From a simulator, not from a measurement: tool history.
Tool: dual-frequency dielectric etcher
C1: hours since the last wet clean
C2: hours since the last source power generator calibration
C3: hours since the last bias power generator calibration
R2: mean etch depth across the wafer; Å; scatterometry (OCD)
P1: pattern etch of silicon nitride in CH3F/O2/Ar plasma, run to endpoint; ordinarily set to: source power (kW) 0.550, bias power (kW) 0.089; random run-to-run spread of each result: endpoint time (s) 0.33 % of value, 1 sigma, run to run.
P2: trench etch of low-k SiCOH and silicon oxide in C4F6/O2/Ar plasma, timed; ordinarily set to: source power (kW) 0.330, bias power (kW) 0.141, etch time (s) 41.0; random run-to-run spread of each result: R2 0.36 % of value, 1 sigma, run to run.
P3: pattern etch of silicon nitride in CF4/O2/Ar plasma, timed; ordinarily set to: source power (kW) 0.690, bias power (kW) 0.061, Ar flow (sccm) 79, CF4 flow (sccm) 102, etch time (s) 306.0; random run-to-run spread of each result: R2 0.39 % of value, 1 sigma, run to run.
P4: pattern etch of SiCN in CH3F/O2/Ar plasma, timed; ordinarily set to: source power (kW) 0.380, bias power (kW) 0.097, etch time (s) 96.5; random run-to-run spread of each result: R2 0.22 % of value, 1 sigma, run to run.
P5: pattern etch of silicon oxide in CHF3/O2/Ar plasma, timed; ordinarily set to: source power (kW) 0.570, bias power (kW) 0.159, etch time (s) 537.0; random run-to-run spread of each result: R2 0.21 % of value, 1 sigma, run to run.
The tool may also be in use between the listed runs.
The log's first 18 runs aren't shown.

{"run": 19, "day": 5.525, "process that ran": "P3", "source power (kW)": 0.69, "bias power (kW)": 0.061, "etch time (s)": 306.0, "Ar flow (sccm)": 79, "CF4 flow (sccm)": 102, "C1": 521.1, "C2": 6.5, "C3": 649.7, "R2": 8470.4}
{"run": 20, "day": 5.846, "process that ran": "P5", "source power (kW)": 0.79, "bias power (kW)": 0.159, "etch time (s)": 537.0, "C1": 528.8, "C2": 14.2, "C3": 657.4, "R2": 11206.0}
{"run": 21, "day": 6.188, "process that ran": "P2", "source power (kW)": 0.33, "bias power (kW)": 0.141, "etch time (s)": 24.5, "C1": 537.0, "C2": 22.4, "C3": 665.6, "R2": 662.07}
{"run": 22, "day": 6.4, "process that ran": "P1", "source power (kW)": 0.55, "bias power (kW)": 0.089, "C1": 542.1, "C2": 27.5, "C3": 670.7, "endpoint time (s)": 29.924}
{"run": 23, "day": 6.654, "process that ran": "P5", "source power (kW)": 0.57, "bias power (kW)": 0.159, "etch time (s)": 537.0, "C1": 548.2, "C2": 33.6, "C3": 676.8, "R2": 9908.0}
{"run": 24, "day": 6.946, "process that ran": "P5", "source power (kW)": 0.57, "bias power (kW)": 0.191, "etch time (s)": 537.0, "C1": 555.2, "C2": 40.6, "C3": 683.8, "R2": 10530.0}
{"run": 25, "day": 7.258, "process that ran": "P1", "source power (kW)": 0.55, "bias power (kW)": 0.089, "C1": 562.7, "C2": 48.1, "C3": 691.3, "endpoint time (s)": 29.923}
{"run": 26, "day": 7.467, "process that ran": "P1", "source power (kW)": 0.55, "bias power (kW)": 0.089, "C1": 567.7, "C2": 53.1, "C3": 696.3, "endpoint time (s)": 30.058}
{"run": 27, "day": 7.75, "process that ran": "P1", "source power (kW)": 0.55, "bias power (kW)": 0.11, "C1": 574.5, "C2": 59.9, "C3": 703.1, "endpoint time (s)": 27.794}
{"run": 28, "day": 8.033, "process that ran": "P4", "source power (kW)": 0.38, "bias power (kW)": 0.071, "etch time (s)": 96.5, "C1": 581.3, "C2": 66.7, "C3": 709.9, "R2": 347.66}
{"run": 29, "day": 8.275, "process that ran": "P2", "source power (kW)": 0.27, "bias power (kW)": 0.141, "etch time (s)": 41.0, "C1": 587.1, "C2": 72.5, "C3": 715.7, "R2": 1026.6}
{"run": 30, "day": 8.508, "process that ran": "P4", "source power (kW)": 0.38, "bias power (kW)": 0.097, "etch time (s)": 121.5, "C1": 592.7, "C2": 78.1, "C3": 721.3, "R2": 493.4}
{"run": 31, "day": 8.783, "process that ran": "P1", "source power (kW)": 0.55, "bias power (kW)": 0.089, "C1": 599.3, "C2": 84.7, "C3": 727.9, "endpoint time (s)": 29.974}
{"run": 32, "day": 9.071, "process that ran": "P3", "source power (kW)": 0.69, "bias power (kW)": 0.042, "etch time (s)": 306.0, "Ar flow (sccm)": 79, "CF4 flow (sccm)": 102, "C1": 606.2, "C2": 91.6, "C3": 734.8, "R2": 7462.2}
{"run": 33, "day": 9.379, "process that ran": "P1", "source power (kW)": 0.55, "bias power (kW)": 0.089, "C1": 613.6, "C2": 99.0, "C3": 742.2, "endpoint time (s)": 29.932}
{"run": 34, "day": 9.733, "process that ran": "P1", "source power (kW)": 0.55, "bias power (kW)": 0.089, "C1": 622.1, "C2": 107.5, "C3": 750.7, "endpoint time (s)": 29.749}
{"run": 35, "day": 10.112, "process that ran": "P1", "source power (kW)": 0.55, "bias power (kW)": 0.089, "C1": 631.2, "C2": 116.6, "C3": 759.8, "endpoint time (s)": 29.658}
{"day": 10.425, "done": "wet clean of the chamber"}
{"run": 36, "day": 10.454, "process that ran": "P1", "source power (kW)": 0.55, "bias power (kW)": 0.089, "C1": 0.7, "C2": 124.8, "C3": 768.0, "endpoint time (s)": 29.508}

Estimate the outcome of run 37 from the log above:
{"run": 37, "day": 10.658, "process that ran": "P1", "source power (kW)": 0.55, "bias power (kW)": 0.089, "C1": 5.6, "C2": 129.7, "C3": 772.9, "endpoint time (s)": "?"}

Run 37 gave endpoint time (s) 29.469.
